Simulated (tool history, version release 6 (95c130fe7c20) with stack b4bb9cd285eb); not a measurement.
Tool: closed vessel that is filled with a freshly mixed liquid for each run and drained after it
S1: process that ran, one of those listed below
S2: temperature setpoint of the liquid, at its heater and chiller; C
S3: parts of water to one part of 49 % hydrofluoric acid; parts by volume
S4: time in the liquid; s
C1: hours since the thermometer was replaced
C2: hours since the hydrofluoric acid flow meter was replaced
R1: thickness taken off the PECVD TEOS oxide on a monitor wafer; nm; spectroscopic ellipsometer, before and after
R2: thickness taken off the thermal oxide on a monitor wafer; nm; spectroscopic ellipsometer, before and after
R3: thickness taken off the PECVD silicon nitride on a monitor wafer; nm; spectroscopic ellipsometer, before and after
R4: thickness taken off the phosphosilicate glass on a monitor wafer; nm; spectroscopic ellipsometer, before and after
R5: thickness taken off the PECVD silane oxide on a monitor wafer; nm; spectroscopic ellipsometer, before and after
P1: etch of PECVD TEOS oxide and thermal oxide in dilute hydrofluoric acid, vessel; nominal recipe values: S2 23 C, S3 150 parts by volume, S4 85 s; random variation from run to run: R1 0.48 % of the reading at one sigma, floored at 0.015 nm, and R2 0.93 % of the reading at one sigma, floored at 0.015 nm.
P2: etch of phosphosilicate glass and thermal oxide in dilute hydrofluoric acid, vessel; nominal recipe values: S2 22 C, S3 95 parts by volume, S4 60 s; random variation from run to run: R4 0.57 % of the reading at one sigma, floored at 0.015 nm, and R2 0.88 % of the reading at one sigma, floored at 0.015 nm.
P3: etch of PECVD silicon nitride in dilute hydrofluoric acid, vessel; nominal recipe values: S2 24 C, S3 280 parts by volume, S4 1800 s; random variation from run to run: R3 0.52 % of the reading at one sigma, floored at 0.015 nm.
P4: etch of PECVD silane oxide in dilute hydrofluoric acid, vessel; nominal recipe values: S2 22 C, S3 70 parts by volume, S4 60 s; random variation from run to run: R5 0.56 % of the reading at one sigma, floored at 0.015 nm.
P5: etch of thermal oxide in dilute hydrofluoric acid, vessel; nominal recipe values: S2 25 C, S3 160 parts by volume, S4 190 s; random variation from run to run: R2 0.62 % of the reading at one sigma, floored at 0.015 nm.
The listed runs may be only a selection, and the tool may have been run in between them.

run,day,S1,S2,S3,S4,C1,C2,R1,R2,R3,R4,R5
1,0.317,P1,23,150,85,595.2,692,12.456,2.4053,,,
2,0.762,P3,17,280,1800,605.9,702.7,,,10.418,,
3,1.312,P1,30,150,85,619.1,715.9,15.957,3.1754,,,
4,1.758,P1,23,50,85,629.8,726.6,41.822,8.3052,,,
5,2.112,P2,22,95,100,638.3,735.1,,4.5359,,175.96,
6,2.408,P4,22,70,30,645.4,742.2,,,,,11.13
7,2.683,P1,23,150,85,652,748.8,12.355,2.452,,,
8,3.242,P3,24,60,1800,665.4,762.2,,,73.661,,
9,3.683,P5,21.5,160,190,676,772.8,,4.901,,,
10,4.275,P1,23,150,85,690.2,787,12.35,2.414,,,
11,4.858,P5,25,160,190,704.2,801,,5.5407,,,
12,5.171,P4,22,70,60,711.7,808.5,,,,,22.22
13,5.567,P1,23,270,85,721.2,818,6.0894,1.179,,,
14,6.067,P1,28.5,35,85,733.2,830,76.253,15.172,,,
15,6.567,P1,23,150,85,745.2,842,12.386,2.3937,,,
16,7.108,P3,24,280,3500,758.2,855,,,31.71,,
17,7.608,P2,22,155,60,770.2,867,,1.5816,,61.146,
18,8.054,P1,23,150,160,780.9,877.7,23.247,4.5139,,,
19,8.625,P1,28,150,155,794.6,891.4,27.163,5.3885,,,
20,9.117,P5,25,90,190,806.4,903.2,,10.655,,,
21,9.671,P2,22,95,60,819.7,916.5,,2.7175,,106.26,
22,10.183,P3,24,280,1800,832,928.8,,,16.234,,
23,10.712,P4,22,110,60,844.7,941.5,,,,,13.439
24,10.975,P4,29,70,60,851,947.8,,,,,29.124
25,11.479,P1,23,150,30,863.1,959.9,4.419,0.85772,,,
26,11.821,P1,17,150,85,871.3,968.1,9.7711,1.8876,,,
27,12.175,P2,22,95,60,879.8,976.6,,2.6822,,105.66,
28,12.542,P3,24,280,1800,888.6,985.4,,,16.066,,
29,12.808,P1,23,150,85,895,991.8,12.334,2.4045,,,
30,13.3,P1,23,150,85,906.8,1003.6,12.312,2.4383,,,
# day 13.467: hydrofluoric acid flow meter replaced
31,13.683,P5,25,160,280,916,5.2,,8.1043,,,
32,14.225,P5,25,160,190,929,18.2,,5.4946,,,
33,14.762,P2,17,95,60,941.9,31.1,,2.2113,,86.376,
34,15.192,P1,23,150,85,952.2,41.4,12.401,2.4077,,,
35,15.583,P1,23,150,85,961.6,50.8,12.515,2.517,,,
36,16.158,P1,23,150,85,975.4,64.6,13.003,2.492,,,
37,16.617,P1,23,150,85,986.4,75.6,13.004,2.5076,,,
38,17.042,P1,23,150,85,996.6,85.8,13.081,2.5198,,,
39,17.5,P1,23,150,85,1007.6,96.8,13.176,2.5534,,,
40,18.021,P1,23,150,85,1020.1,109.3,13.156,2.625,,,
41,18.496,P1,23,150,85,1031.5,120.7,13.322,2.6177,,,
42,18.875,P1,23,150,85,1040.6,129.8,13.25,2.6018,,,
43,19.388,P1,23,150,85,1052.9,142.1,13.368,2.6469,,,
44,19.946,P1,23,150,85,1066.3,155.5,13.183,2.5927,,,
45,20.396,P1,23,150,85,1077.1,166.3,13.34,2.6251,,,

P1 has crept away from where it was. The log is fitted equally well by each of these 2 causes, at the sizes shown:
A: liquid hotter than its thermometer reads (K) = 1.93
B: hydrofluoric acid flow above the setpoint (%) = 6.53
The drift started at roughly day 15.192.

4 check runs are offered, one wafer each, their results left as question marks. Which one tells the causes apart?
check 1,20.846,P2,22,95,60,,,,?,,?,
check 2,20.846,P5,25,160,190,,,,?,,,
check 3,20.846,P3,24,280,1800,,,,,?,,
check 4,20.846,P4,22,70,60,,,,,,,?

If the cause were each of the candidates in turn, the checks would give the following:
check,result,if A,if B
check 1,R2,2.9383,2.9169
check 1,R4,114.65,113.82
check 2,R2,5.9474,5.9645
check 3,R3,18.216,17.245
check 4,R5,23.99,23.743
Gap, in per cent, between the two causes that each check separates least, read from the result that separates them most: check 1 0.73 %; check 2 0.29 %; check 3 5.48 %; check 4 1.04 %
Of the check runs offered, only check 3 discriminates between the causes; the rest would read about the same regardless of which cause applies.

Here is what check 3 returned: R3 18.243 nm. Which cause is it?

A is the cause: liquid hotter than its thermometer reads (K).

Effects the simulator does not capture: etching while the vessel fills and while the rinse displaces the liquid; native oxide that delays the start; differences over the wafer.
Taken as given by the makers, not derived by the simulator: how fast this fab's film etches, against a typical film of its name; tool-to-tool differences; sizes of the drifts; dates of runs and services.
